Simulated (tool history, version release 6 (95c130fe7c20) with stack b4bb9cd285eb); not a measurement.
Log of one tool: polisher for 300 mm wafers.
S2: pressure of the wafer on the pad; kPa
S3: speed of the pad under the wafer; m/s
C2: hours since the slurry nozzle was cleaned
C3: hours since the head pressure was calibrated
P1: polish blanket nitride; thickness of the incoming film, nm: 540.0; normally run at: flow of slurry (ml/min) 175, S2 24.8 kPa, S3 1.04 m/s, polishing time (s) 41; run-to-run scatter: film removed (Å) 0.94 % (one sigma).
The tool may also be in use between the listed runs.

{"run": 1, "hour": 13.7, "flow of slurry (ml/min)": 175, "S2": 24.8, "S3": 1.04, "polishing time (s)": 41, "wafers polished on this pad": 426, "C2": 250.6, "C3": 243.0, "film removed (Å)": 783.63}
{"run": 2, "hour": 26.2, "flow of slurry (ml/min)": 175, "S2": 24.8, "S3": 1.04, "polishing time (s)": 41, "wafers polished on this pad": 572, "C2": 263.1, "C3": 255.5, "film removed (Å)": 783.02}
{"run": 3, "hour": 35.2, "flow of slurry (ml/min)": 175, "S2": 24.8, "S3": 1.04, "polishing time (s)": 20, "wafers polished on this pad": 677, "C2": 272.1, "C3": 264.5, "film removed (Å)": 378.95}
{"run": 4, "hour": 45.2, "flow of slurry (ml/min)": 175, "S2": 24.8, "S3": 1.36, "polishing time (s)": 41, "wafers polished on this pad": 793, "C2": 282.1, "C3": 274.5, "film removed (Å)": 968.64}
{"run": 5, "hour": 54.1, "flow of slurry (ml/min)": 175, "S2": 11.0, "S3": 1.04, "polishing time (s)": 41, "wafers polished on this pad": 897, "C2": 291.0, "C3": 283.4, "film removed (Å)": 345.94}
{"run": 6, "hour": 63.1, "flow of slurry (ml/min)": 175, "S2": 24.8, "S3": 1.04, "polishing time (s)": 41, "wafers polished on this pad": 1002, "C2": 300.0, "C3": 292.4, "film removed (Å)": 779.76}
{"run": 7, "hour": 71.9, "flow of slurry (ml/min)": 175, "S2": 24.8, "S3": 1.04, "polishing time (s)": 41, "wafers polished on this pad": 1104, "C2": 308.8, "C3": 301.2, "film removed (Å)": 776.93}
{"hour": 76.3, "done": "head pressure recalibrated"}
{"run": 8, "hour": 82.0, "flow of slurry (ml/min)": 175, "S2": 24.8, "S3": 1.04, "polishing time (s)": 41, "wafers polished on this pad": 1222, "C2": 318.9, "C3": 5.7, "film removed (Å)": 789.93}
{"run": 9, "hour": 93.8, "flow of slurry (ml/min)": 175, "S2": 24.8, "S3": 1.04, "polishing time (s)": 41, "wafers polished on this pad": 1359, "C2": 330.7, "C3": 17.5, "film removed (Å)": 779.27}
{"run": 10, "hour": 101.9, "flow of slurry (ml/min)": 230, "S2": 24.8, "S3": 1.04, "polishing time (s)": 41, "wafers polished on this pad": 1454, "C2": 338.8, "C3": 25.6, "film removed (Å)": 803.53}
{"run": 11, "hour": 111.3, "flow of slurry (ml/min)": 175, "S2": 24.8, "S3": 1.04, "polishing time (s)": 41, "wafers polished on this pad": 1563, "C2": 348.2, "C3": 35.0, "film removed (Å)": 783.41}
{"run": 12, "hour": 118.5, "flow of slurry (ml/min)": 175, "S2": 24.8, "S3": 1.04, "polishing time (s)": 64, "wafers polished on this pad": 1647, "C2": 355.4, "C3": 42.2, "film removed (Å)": 1234.1}
{"run": 13, "hour": 125.5, "flow of slurry (ml/min)": 175, "S2": 18.6, "S3": 1.04, "polishing time (s)": 60, "wafers polished on this pad": 1729, "C2": 362.4, "C3": 49.2, "film removed (Å)": 853.32}
{"run": 14, "hour": 134.4, "flow of slurry (ml/min)": 175, "S2": 36.5, "S3": 1.04, "polishing time (s)": 41, "wafers polished on this pad": 1832, "C2": 371.3, "C3": 58.1, "film removed (Å)": 1136.7}
{"run": 15, "hour": 148.6, "flow of slurry (ml/min)": 175, "S2": 17.9, "S3": 1.04, "polishing time (s)": 53, "wafers polished on this pad": 1998, "C2": 385.5, "C3": 72.3, "film removed (Å)": 729.47}
{"run": 16, "hour": 161.6, "flow of slurry (ml/min)": 175, "S2": 24.8, "S3": 0.48, "polishing time (s)": 41, "wafers polished on this pad": 2149, "C2": 398.5, "C3": 85.3, "film removed (Å)": 420.47}
{"run": 17, "hour": 168.4, "flow of slurry (ml/min)": 105, "S2": 24.8, "S3": 1.04, "polishing time (s)": 41, "wafers polished on this pad": 2228, "C2": 405.3, "C3": 92.1, "film removed (Å)": 705.45}

Run 18 comes next. What will it give?
{"run": 18, "hour": 178.7, "flow of slurry (ml/min)": 175, "S2": 24.8, "S3": 1.04, "polishing time (s)": 41, "wafers polished on this pad": 2348, "C2": 415.6, "C3": 102.4, "film removed (Å)": "?"}

film removed (Å): 775.90
